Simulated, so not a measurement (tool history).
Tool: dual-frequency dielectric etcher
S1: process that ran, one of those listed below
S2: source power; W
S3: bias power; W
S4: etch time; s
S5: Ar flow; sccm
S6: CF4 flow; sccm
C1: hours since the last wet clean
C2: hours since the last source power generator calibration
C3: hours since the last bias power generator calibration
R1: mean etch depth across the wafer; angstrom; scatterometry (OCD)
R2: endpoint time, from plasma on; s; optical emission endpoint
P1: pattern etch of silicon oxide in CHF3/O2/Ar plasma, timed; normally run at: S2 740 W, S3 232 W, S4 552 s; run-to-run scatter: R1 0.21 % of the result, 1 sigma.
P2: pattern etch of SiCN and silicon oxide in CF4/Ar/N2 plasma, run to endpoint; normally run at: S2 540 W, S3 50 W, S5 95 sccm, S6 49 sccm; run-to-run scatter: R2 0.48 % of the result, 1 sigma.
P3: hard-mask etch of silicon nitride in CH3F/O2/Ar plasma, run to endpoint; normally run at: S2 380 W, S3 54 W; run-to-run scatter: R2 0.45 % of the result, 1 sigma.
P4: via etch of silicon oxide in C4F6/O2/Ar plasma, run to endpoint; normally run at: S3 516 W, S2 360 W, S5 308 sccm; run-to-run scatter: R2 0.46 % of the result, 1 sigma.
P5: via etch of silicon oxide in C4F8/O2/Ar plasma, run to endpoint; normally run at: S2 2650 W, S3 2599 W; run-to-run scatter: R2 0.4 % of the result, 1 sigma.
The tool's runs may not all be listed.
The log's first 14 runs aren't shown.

{"run": 15, "hour": 67.5, "S1": "P4", "S2": 360, "S3": 516, "S5": 208, "C1": 477.2, "C2": 1073.3, "C3": 832.1, "R2": 25.709}
{"run": 16, "hour": 73.0, "S1": "P1", "S2": 590, "S3": 232, "S4": 552, "C1": 482.7, "C2": 1078.8, "C3": 837.6, "R1": 12077}
{"run": 17, "hour": 77.1, "S1": "P3", "S2": 380, "S3": 54, "C1": 486.8, "C2": 1082.9, "C3": 841.7, "R2": 59.335}
{"run": 18, "hour": 80.2, "S1": "P2", "S2": 540, "S3": 50, "S5": 95, "S6": 39, "C1": 489.9, "C2": 1086, "C3": 844.8, "R2": 18.803}
{"run": 19, "hour": 85.1, "S1": "P2", "S2": 540, "S3": 50, "S5": 95, "S6": 49, "C1": 494.8, "C2": 1090.9, "C3": 849.7, "R2": 18.058}
{"run": 20, "hour": 88.6, "S1": "P5", "S2": 2650, "S3": 3096, "C1": 498.3, "C2": 1094.4, "C3": 853.2, "R2": 274.37}
{"run": 21, "hour": 95.0, "S1": "P4", "S2": 360, "S3": 678, "S5": 308, "C1": 504.7, "C2": 1100.8, "C3": 859.6, "R2": 24.268}
{"run": 22, "hour": 98.5, "S1": "P3", "S2": 380, "S3": 71, "C1": 508.2, "C2": 1104.3, "C3": 863.1, "R2": 54.361}
{"run": 23, "hour": 101.9, "S1": "P4", "S2": 230, "S3": 516, "S5": 308, "C1": 511.6, "C2": 1107.7, "C3": 866.5, "R2": 31.692}

The next listed run, before its measurement:
{"run": 24, "hour": 107.7, "S1": "P2", "S2": 540, "S3": 33, "S5": 95, "S6": 49, "C1": 517.4, "C2": 1113.5, "C3": 872.3, "R2": "?"}

Run 24 gave R2 20.53 s.

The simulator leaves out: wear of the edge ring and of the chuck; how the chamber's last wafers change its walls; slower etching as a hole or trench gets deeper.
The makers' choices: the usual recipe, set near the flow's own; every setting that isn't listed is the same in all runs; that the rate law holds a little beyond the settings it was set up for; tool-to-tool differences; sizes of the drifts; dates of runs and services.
